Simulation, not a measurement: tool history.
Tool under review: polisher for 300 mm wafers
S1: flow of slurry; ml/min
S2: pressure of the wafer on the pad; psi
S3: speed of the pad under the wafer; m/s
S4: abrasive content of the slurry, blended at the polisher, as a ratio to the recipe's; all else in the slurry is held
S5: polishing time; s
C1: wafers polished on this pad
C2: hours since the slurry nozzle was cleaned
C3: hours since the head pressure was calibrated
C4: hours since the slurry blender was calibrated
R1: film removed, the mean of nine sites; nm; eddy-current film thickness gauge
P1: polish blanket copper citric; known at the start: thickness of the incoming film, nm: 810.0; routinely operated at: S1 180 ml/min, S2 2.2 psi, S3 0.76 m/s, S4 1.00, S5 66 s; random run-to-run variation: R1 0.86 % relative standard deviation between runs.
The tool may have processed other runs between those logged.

Run 1, hour 16.0: S1 180 ml/min, S2 2.2 psi, S3 0.76 m/s, S4 1.00, S5 66 s; C1 467; C2 180.2; C3 481.3; C4 95.8. Result: R1 78.184 nm.
Run 2, hour 26.5: S1 180 ml/min, S2 2.2 psi, S3 0.40 m/s, S4 1.00, S5 66 s; C1 596; C2 190.7; C3 491.8; C4 106.3. Result: R1 43.039 nm.
Run 3, hour 44.2: S1 180 ml/min, S2 2.2 psi, S3 0.76 m/s, S4 1.00, S5 66 s; C1 814; C2 208.4; C3 509.5; C4 124.0. Result: R1 78.779 nm.
Run 4, hour 60.9: S1 180 ml/min, S2 2.2 psi, S3 0.76 m/s, S4 1.00, S5 66 s; C1 1020; C2 225.1; C3 526.2; C4 140.7. Result: R1 78.563 nm.
Run 5, hour 69.6: S1 235 ml/min, S2 2.2 psi, S3 0.76 m/s, S4 1.00, S5 66 s; C1 1127; C2 233.8; C3 534.9; C4 149.4. Result: R1 81.434 nm.
Run 6, hour 87.8: S1 180 ml/min, S2 1.3 psi, S3 0.76 m/s, S4 1.00, S5 66 s; C1 1351; C2 252.0; C3 553.1; C4 167.6. Result: R1 48.665 nm.
Run 7, hour 104.7: S1 180 ml/min, S2 2.2 psi, S3 0.76 m/s, S4 1.00, S5 87 s; C1 1559; C2 268.9; C3 570.0; C4 184.5. Result: R1 105.450 nm.
Run 8, hour 113.1: S1 180 ml/min, S2 2.2 psi, S3 0.76 m/s, S4 1.00, S5 34 s; C1 1663; C2 277.3; C3 578.4; C4 192.9. Result: R1 39.963 nm.
Run 9, hour 122.7: S1 110 ml/min, S2 2.2 psi, S3 0.76 m/s, S4 1.00, S5 66 s; C1 1781; C2 286.9; C3 588.0; C4 202.5. Result: R1 72.927 nm.
Run 10, hour 138.6: S1 180 ml/min, S2 3.4 psi, S3 0.76 m/s, S4 1.00, S5 66 s; C1 1977; C2 302.8; C3 603.9; C4 218.4. Result: R1 121.000 nm.
Run 11, hour 156.3: S1 180 ml/min, S2 2.2 psi, S3 0.76 m/s, S4 1.00, S5 66 s; C1 2195; C2 320.5; C3 621.6; C4 236.1. Result: R1 79.571 nm.
Run 12, hour 173.0: S1 180 ml/min, S2 2.2 psi, S3 0.76 m/s, S4 1.45, S5 66 s; C1 2401; C2 337.2; C3 638.3; C4 252.8. Result: R1 84.432 nm.
Run 13, hour 189.0: S1 180 ml/min, S2 2.2 psi, S3 0.76 m/s, S4 0.55, S5 66 s; C1 2598; C2 353.2; C3 654.3; C4 268.8. Result: R1 70.007 nm.
Run 14, hour 202.9: S1 180 ml/min, S2 2.2 psi, S3 0.76 m/s, S4 1.00, S5 66 s; C1 2769; C2 367.1; C3 668.2; C4 282.7. Result: R1 79.958 nm.
Run 15, hour 215.5: S1 180 ml/min, S2 2.2 psi, S3 0.76 m/s, S4 1.25, S5 85 s; C1 2924; C2 379.7; C3 680.8; C4 295.3. Result: R1 105.740 nm.
Run 16, hour 225.9: S1 180 ml/min, S2 2.2 psi, S3 0.76 m/s, S4 1.00, S5 66 s; C1 3052; C2 390.1; C3 691.2; C4 305.7. Result: R1 80.118 nm.
Run 17, hour 237.2: S1 180 ml/min, S2 2.2 psi, S3 0.96 m/s, S4 1.00, S5 66 s; C1 3191; C2 401.4; C3 702.5; C4 317.0. Result: R1 98.788 nm.

What will run 18 give?
Run 18, hour 252.2: S1 180 ml/min, S2 2.2 psi, S3 0.76 m/s, S4 1.00, S5 66 s; C1 3376; C2 416.4; C3 717.5; C4 332.0. Result: R1 ?.

R1: 79.162 nm
